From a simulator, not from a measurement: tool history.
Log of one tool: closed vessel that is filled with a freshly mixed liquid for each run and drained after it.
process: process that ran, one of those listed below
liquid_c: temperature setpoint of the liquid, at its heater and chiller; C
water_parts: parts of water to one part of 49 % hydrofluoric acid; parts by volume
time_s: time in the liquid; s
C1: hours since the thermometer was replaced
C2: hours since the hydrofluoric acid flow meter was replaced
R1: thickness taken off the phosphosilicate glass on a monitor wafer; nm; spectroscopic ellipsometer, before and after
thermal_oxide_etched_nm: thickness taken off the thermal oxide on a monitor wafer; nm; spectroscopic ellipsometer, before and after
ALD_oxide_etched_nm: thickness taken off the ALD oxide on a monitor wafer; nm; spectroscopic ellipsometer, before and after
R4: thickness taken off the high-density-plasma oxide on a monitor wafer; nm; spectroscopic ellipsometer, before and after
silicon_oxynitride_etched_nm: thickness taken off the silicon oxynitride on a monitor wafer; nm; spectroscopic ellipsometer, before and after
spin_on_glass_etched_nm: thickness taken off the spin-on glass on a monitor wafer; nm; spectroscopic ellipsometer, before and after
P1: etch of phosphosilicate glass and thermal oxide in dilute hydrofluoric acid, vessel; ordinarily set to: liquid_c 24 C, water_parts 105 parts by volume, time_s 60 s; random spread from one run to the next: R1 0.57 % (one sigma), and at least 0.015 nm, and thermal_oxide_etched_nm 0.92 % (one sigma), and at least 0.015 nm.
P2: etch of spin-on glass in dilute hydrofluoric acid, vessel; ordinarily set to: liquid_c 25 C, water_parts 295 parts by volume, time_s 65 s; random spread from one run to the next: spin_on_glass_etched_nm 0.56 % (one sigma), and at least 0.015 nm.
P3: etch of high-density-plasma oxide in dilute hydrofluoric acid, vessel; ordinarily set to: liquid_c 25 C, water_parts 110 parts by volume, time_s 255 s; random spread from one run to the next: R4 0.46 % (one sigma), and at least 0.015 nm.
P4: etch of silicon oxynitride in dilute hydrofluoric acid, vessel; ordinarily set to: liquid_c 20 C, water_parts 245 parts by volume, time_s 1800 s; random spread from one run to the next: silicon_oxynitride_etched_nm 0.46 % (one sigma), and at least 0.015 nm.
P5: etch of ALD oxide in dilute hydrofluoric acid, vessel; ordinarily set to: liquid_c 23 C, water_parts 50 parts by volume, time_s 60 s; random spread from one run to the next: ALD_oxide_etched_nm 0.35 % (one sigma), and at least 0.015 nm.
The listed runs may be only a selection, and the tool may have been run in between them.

run 1 hour=2.4 | process=P1 liquid_c=24 water_parts=105 time_s=60 | C1=378.7 C2=497.4 | R1=69.767 thermal_oxide_etched_nm=2.647
run 2 hour=5.1 | process=P5 liquid_c=23 water_parts=50 time_s=60 | C1=381.4 C2=500.1 | ALD_oxide_etched_nm=22.74
run 3 hour=8.5 | process=P1 liquid_c=24 water_parts=55 time_s=60 | C1=384.8 C2=503.5 | R1=140.75 thermal_oxide_etched_nm=5.4372
run 4 hour=13.5 | process=P3 liquid_c=18.5 water_parts=110 time_s=255 | C1=389.8 C2=508.5 | R4=14.579
run 5 hour=18.8 | process=P4 liquid_c=17 water_parts=245 time_s=1800 | C1=395.1 C2=513.8 | silicon_oxynitride_etched_nm=7.7461
run 6 hour=22.1 | process=P1 liquid_c=24 water_parts=105 time_s=60 | C1=398.4 C2=517.1 | R1=68.487 thermal_oxide_etched_nm=2.6479
run 7 hour=26.2 | process=P4 liquid_c=20 water_parts=375 time_s=1800 | C1=402.5 C2=521.2 | silicon_oxynitride_etched_nm=5.3724
run 8 hour=30.8 | process=P1 liquid_c=24 water_parts=105 time_s=60 | C1=407.1 C2=525.8 | R1=68.817 thermal_oxide_etched_nm=2.6855
run 9 hour=33.6 | process=P1 liquid_c=24 water_parts=105 time_s=60 | C1=409.9 C2=528.6 | R1=69.265 thermal_oxide_etched_nm=2.6389
run 10 hour=38.6 | process=P1 liquid_c=20 water_parts=105 time_s=30 | C1=414.9 C2=533.6 | R1=29.217 thermal_oxide_etched_nm=1.1325
run 11 hour=41.8 | process=P2 liquid_c=25 water_parts=540 time_s=65 | C1=418.1 C2=536.8 | spin_on_glass_etched_nm=3.2593
run 12 hour=45.7 | process=P2 liquid_c=25 water_parts=295 time_s=65 | C1=422 C2=540.7 | spin_on_glass_etched_nm=7.3478
run 13 hour=48.9 | process=P1 liquid_c=30.5 water_parts=105 time_s=60 | C1=425.2 C2=543.9 | R1=88.548 thermal_oxide_etched_nm=3.4099
run 14 hour=53 | process=P4 liquid_c=20 water_parts=245 time_s=3010 | C1=429.3 C2=548 | silicon_oxynitride_etched_nm=14.946
run 15 hour=55.4 | process=P3 liquid_c=25 water_parts=110 time_s=255 | C1=431.7 C2=550.4 | R4=19.052
run 16 hour=60.5 | process=P4 liquid_c=20 water_parts=245 time_s=1800 | C1=436.8 C2=555.5 | silicon_oxynitride_etched_nm=8.9843
run 17 hour=64.2 | process=P3 liquid_c=25 water_parts=50 time_s=255 | C1=440.5 C2=559.2 | R4=45.157
run 18 hour=69.3 | process=P5 liquid_c=23 water_parts=20 time_s=60 | C1=445.6 C2=564.3 | ALD_oxide_etched_nm=58.37
run 19 hour=72.4 | process=P1 liquid_c=24 water_parts=105 time_s=60 | C1=448.7 C2=567.4 | R1=68.908 thermal_oxide_etched_nm=2.6717
run 20 hour=76.8 | process=P1 liquid_c=24 water_parts=105 time_s=105 | C1=453.1 C2=571.8 | R1=121.23 thermal_oxide_etched_nm=4.6507
run 21 hour=80.6 | process=P1 liquid_c=24 water_parts=140 time_s=60 | C1=456.9 C2=575.6 | R1=49.932 thermal_oxide_etched_nm=1.9345
run 22 hour=85 | process=P2 liquid_c=29.5 water_parts=295 time_s=65 | C1=461.3 C2=580 | spin_on_glass_etched_nm=8.4927
run 23 hour=87.7 | process=P5 liquid_c=23 water_parts=50 time_s=30 | C1=464 C2=582.7 | ALD_oxide_etched_nm=11.321
run 24 hour=90.3 | process=P3 liquid_c=25 water_parts=110 time_s=395 | C1=466.6 C2=585.3 | R4=29.281
run 25 hour=93.7 | process=P5 liquid_c=23 water_parts=50 time_s=60 | C1=470 C2=588.7 | ALD_oxide_etched_nm=22.658
run 26 hour=98.5 | process=P1 liquid_c=17 water_parts=105 time_s=60 | C1=474.8 C2=593.5 | R1=51.498 thermal_oxide_etched_nm=2.0453
run 27 hour=102.6 | process=P5 liquid_c=31 water_parts=50 time_s=60 | C1=478.9 C2=597.6 | ALD_oxide_etched_nm=31.239
run 28 hour=105.6 | process=P1 liquid_c=24 water_parts=105 time_s=30 | C1=481.9 C2=600.6 | R1=34.803 thermal_oxide_etched_nm=1.3013

Run 29 has not been measured yet. What should we expect?
run 29 hour=108.4 | process=P1 liquid_c=24 water_parts=105 time_s=60 | C1=484.7 C2=603.4 | R1=? thermal_oxide_etched_nm=?

{"run 29": {"R1": 68.571, "thermal_oxide_etched_nm": 2.6299}}

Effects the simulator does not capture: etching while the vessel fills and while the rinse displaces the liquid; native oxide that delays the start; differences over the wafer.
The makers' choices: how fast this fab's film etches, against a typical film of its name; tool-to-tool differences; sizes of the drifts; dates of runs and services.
